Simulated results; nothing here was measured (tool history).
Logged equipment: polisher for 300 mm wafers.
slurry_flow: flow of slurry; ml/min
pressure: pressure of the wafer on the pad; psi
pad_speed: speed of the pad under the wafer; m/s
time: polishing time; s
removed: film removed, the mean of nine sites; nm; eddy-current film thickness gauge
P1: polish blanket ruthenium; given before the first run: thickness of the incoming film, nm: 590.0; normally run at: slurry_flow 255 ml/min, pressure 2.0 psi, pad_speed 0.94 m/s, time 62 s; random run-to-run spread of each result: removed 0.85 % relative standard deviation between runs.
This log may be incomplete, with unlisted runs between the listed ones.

| run | day | slurry_flow | pressure | pad_speed | time | wafers polished on this pad | hours since the slurry nozzle was cleaned | hours since the head pressure was calibrated | removed |
|---|---|---|---|---|---|---|---|---|---|
| 1 | 0.271 | 255 | 2.0 | 0.94 | 62 | 326 | 244.8 | 413.9 | 77.167 |
| 2 | 0.633 | 255 | 2.0 | 0.94 | 62 | 411 | 253.5 | 422.6 | 75.915 |
| 3 | 0.812 | 255 | 2.0 | 0.94 | 62 | 453 | 257.8 | 426.9 | 75.680 |
| 4 | 1.150 | 255 | 0.9 | 0.94 | 62 | 533 | 265.9 | 435.0 | 34.317 |
| 5 | 1.508 | 255 | 2.0 | 0.94 | 91 | 617 | 274.5 | 443.6 | 111.970 |
| 6 | 1.904 | 255 | 1.5 | 0.94 | 76 | 709 | 284.0 | 453.1 | 69.522 |
| 7 | 2.279 | 390 | 2.0 | 0.94 | 62 | 797 | 293.0 | 462.1 | 78.996 |
| 8 | 2.458 | 255 | 2.0 | 0.94 | 62 | 839 | 297.3 | 466.4 | 76.726 |
| 9 | 2.738 | 255 | 2.0 | 0.94 | 62 | 905 | 304.0 | 473.1 | 75.549 |
| 10 | 2.983 | 255 | 2.0 | 0.94 | 28 | 962 | 309.9 | 479.0 | 34.433 |
|  | 3.100 | head pressure recalibrated |
| 11 | 3.200 | 155 | 2.0 | 0.94 | 62 | 1013 | 315.1 | 2.5 | 71.493 |
| 12 | 3.583 | 255 | 2.0 | 0.94 | 62 | 1103 | 324.3 | 11.7 | 75.994 |
| 13 | 3.867 | 345 | 2.5 | 0.94 | 62 | 1169 | 331.1 | 18.5 | 97.207 |
| 14 | 4.262 | 155 | 2.6 | 0.94 | 62 | 1262 | 340.6 | 28.0 | 91.618 |
| 15 | 4.617 | 255 | 2.0 | 0.42 | 62 | 1345 | 349.1 | 36.5 | 34.089 |
| 16 | 4.825 | 255 | 3.1 | 0.94 | 62 | 1394 | 354.1 | 41.5 | 117.640 |
| 17 | 5.062 | 255 | 2.0 | 1.40 | 62 | 1450 | 359.8 | 47.2 | 111.450 |
| 18 | 5.333 | 255 | 2.0 | 0.94 | 62 | 1513 | 366.3 | 53.7 | 76.648 |
| 19 | 5.633 | 255 | 2.0 | 0.94 | 62 | 1583 | 373.5 | 60.9 | 74.380 |
| 20 | 5.833 | 255 | 2.0 | 0.94 | 62 | 1630 | 378.3 | 65.7 | 75.108 |
| 21 | 6.100 | 255 | 2.0 | 0.94 | 62 | 1693 | 384.7 | 72.1 | 73.892 |
| 22 | 6.417 | 255 | 2.0 | 0.94 | 62 | 1767 | 392.3 | 79.7 | 71.365 |
| 23 | 6.783 | 255 | 2.0 | 0.94 | 62 | 1853 | 401.1 | 88.5 | 72.206 |
| 24 | 7.000 | 255 | 2.0 | 0.94 | 62 | 1904 | 406.3 | 93.7 | 72.175 |
|  | 7.075 | worn pad replaced by a new one |
| 25 | 7.233 | 255 | 2.0 | 0.94 | 62 | 37 | 411.9 | 99.3 | 72.377 |
| 26 | 7.521 | 255 | 2.0 | 0.94 | 62 | 105 | 418.8 | 106.2 | 72.760 |
| 27 | 7.742 | 255 | 2.0 | 0.94 | 62 | 156 | 424.1 | 111.5 | 70.919 |

Something has made what P1 gives creep away from where it was; the 2 causes below, each at its own stated size, fit the log equally well:
A: head's pressure below its setpoint, % = 5.77
B: slurry flow missing at the pad, % = 36.4
Creep in the process output first set in at about day 5.333.
Why every other cause is out:
removal rate lost through wear of the pad, %: serviced at day 7.075, after the drift had started, without restoring the earlier output

The 4 check runs listed below each average the results of 3 wafers, and their outcomes are marked with question marks. Under which run would the listed causes produce clearly different results?
| check 1 | 7.962 | 255 | 0.9 | 0.94 | 76 |  |  |  | ? |
| check 2 | 7.962 | 255 | 3.0 | 0.94 | 38 |  |  |  | ? |
| check 3 | 7.962 | 255 | 1.0 | 0.94 | 87 |  |  |  | ? |
| check 4 | 7.962 | 155 | 2.8 | 0.94 | 62 |  |  |  | ? |

Outcome of each check run for each possible cause:
| check | result | if A | if B |
|---|---|---|---|
| check 1 | removed | 39.583 | 39.583 |
| check 2 | removed | 65.972 | 65.971 |
| check 3 | removed | 50.347 | 50.346 |
| check 4 | removed | 93.962 | 90.763 |
Distance between the nearest two causes, measured in the result of the check that separates them most: check 1 0 %; check 2 0 %; check 3 0 %; check 4 3.46 %
The other checks would show nearly matching results whichever cause is true, so check 4 is the only one that separates the causes.

Then check 4 was run and gave: removed 91.088 nm. Which cause is it?

B is the cause: slurry flow missing at the pad, %.
